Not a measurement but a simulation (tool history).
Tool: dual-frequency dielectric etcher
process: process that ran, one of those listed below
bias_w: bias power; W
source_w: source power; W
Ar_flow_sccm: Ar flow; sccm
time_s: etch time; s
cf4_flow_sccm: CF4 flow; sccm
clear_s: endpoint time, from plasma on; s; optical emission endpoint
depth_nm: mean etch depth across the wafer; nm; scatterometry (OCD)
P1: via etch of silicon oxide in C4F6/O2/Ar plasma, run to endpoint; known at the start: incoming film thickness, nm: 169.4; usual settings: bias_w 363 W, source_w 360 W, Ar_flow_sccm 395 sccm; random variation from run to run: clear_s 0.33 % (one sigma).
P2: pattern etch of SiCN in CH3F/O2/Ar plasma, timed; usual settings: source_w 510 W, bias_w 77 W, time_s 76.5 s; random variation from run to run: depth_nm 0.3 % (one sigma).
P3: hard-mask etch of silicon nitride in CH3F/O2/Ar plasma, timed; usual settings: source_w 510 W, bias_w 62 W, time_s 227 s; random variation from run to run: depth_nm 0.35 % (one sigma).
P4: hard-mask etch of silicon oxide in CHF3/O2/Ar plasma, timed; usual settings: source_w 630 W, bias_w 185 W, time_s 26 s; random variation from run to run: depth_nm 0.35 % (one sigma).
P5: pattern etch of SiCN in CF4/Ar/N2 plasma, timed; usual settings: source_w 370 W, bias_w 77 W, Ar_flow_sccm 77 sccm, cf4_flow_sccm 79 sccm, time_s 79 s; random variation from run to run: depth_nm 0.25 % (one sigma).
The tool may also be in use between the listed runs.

run	hour	process	bias_w	source_w	Ar_flow_sccm	time_s	cf4_flow_sccm	hours since the last wet clean	hours since the last bias power generator calibration	hours since the last source power generator calibration	hours since the last Ar flow controller change	clear_s	depth_nm
1	10.5	P1	363	360	395			211.8	1143.2	1377.5	451.9	43.843	
2	26.6	P2	77	510		100		227.9	1159.3	1393.6	468		43.358
3	43.1	P5	77	370	77	79	79	244.4	1175.8	1410.1	484.5		62.847
4	52.4	P5	77	370	77	79	101	253.7	1185.1	1419.4	493.8		64.661
5	67.2	P1	363	290	395			268.5	1199.9	1434.2	508.6	47.532	
6	75.7	P4	185	410		26		277	1208.4	1442.7	517.1		44.148
7	87.5	P5	77	370	77	102.5	79	288.8	1220.2	1454.5	528.9		81.423
8	105.3	P5	77	510	77	79	79	306.6	1238	1472.3	546.7		83.309
9	119.9	P1	432	220	395			321.2	1252.6	1486.9	561.3	49.238	
10	132.3	P1	363	360	395			333.6	1265	1499.3	573.7	43.825	
11	144.8	P5	94	370	77	79	79	346.1	1277.5	1511.8	586.2		67.004
12	156.2	P1	363	510	395			357.5	1288.9	1523.2	597.6	38.571	
# hour 165.8: Ar flow controller replaced
13	173.6	P3	62	630		227		374.9	1306.3	1540.6	7.9		177.87
14	192.5	P4	185	630		26		393.8	1325.2	1559.5	26.8		51.883
# hour 201: bias power generator calibrated
15	206.8	P4	116	630		26		408.1	5.9	1573.8	41.1		44.861
16	220	P1	363	360	487			421.3	19.1	1587	54.3	45.164	
17	237.3	P1	491	360	395			438.6	36.4	1604.3	71.6	39.306	
18	247.7	P1	363	360	395			449	46.8	1614.7	82	43.862	
19	264.4	P1	363	360	300			465.7	63.5	1631.4	98.7	42.689	
20	283.1	P3	62	510		227		484.4	82.2	1650.1	117.4		164.57
21	301.6	P4	185	630		36.5		502.9	100.7	1668.6	135.9		73.065
22	317.4	P2	61	510		76.5		518.7	116.5	1684.4	151.7		30.657
23	329.8	P3	82	510		227		531.1	128.9	1696.8	164.1		180.09
24	341.7	P5	77	370	77	79	79	543	140.8	1708.7	176		62.643
25	355.9	P2	77	510		76.5		557.2	155	1722.9	190.2		33.203
26	368.2	P1	363	360	395			569.5	167.3	1735.2	202.5	43.831	
27	379.5	P5	77	370	106	79	79	580.8	178.6	1746.5	213.8		60.046
28	391.1	P1	276	360	395			592.4	190.2	1758.1	225.4	48.624	
29	404.7	P3	62	510		157		606	203.8	1771.7	239		113.74
30	415.7	P1	363	360	395			617	214.8	1782.7	250	44.069	
31	425.7	P2	77	380		76.5		627	224.8	1792.7	260		29.875
32	435.3	P1	363	360	395			636.6	234.4	1802.3	269.6	43.903	
33	446.3	P1	363	360	395			647.6	245.4	1813.3	280.6	43.407	
34	458.8	P1	363	360	395			660.1	257.9	1825.8	293.1	43.218	
35	476.3	P1	363	360	395			677.6	275.4	1843.3	310.6	43.178	

Run 36 comes next. What will it give?
# hour 480: Ar flow controller replaced
36	488.2	P1	363	360	395			689.5	287.3	1855.2	8.2	?	

clear_s: 43.176 s
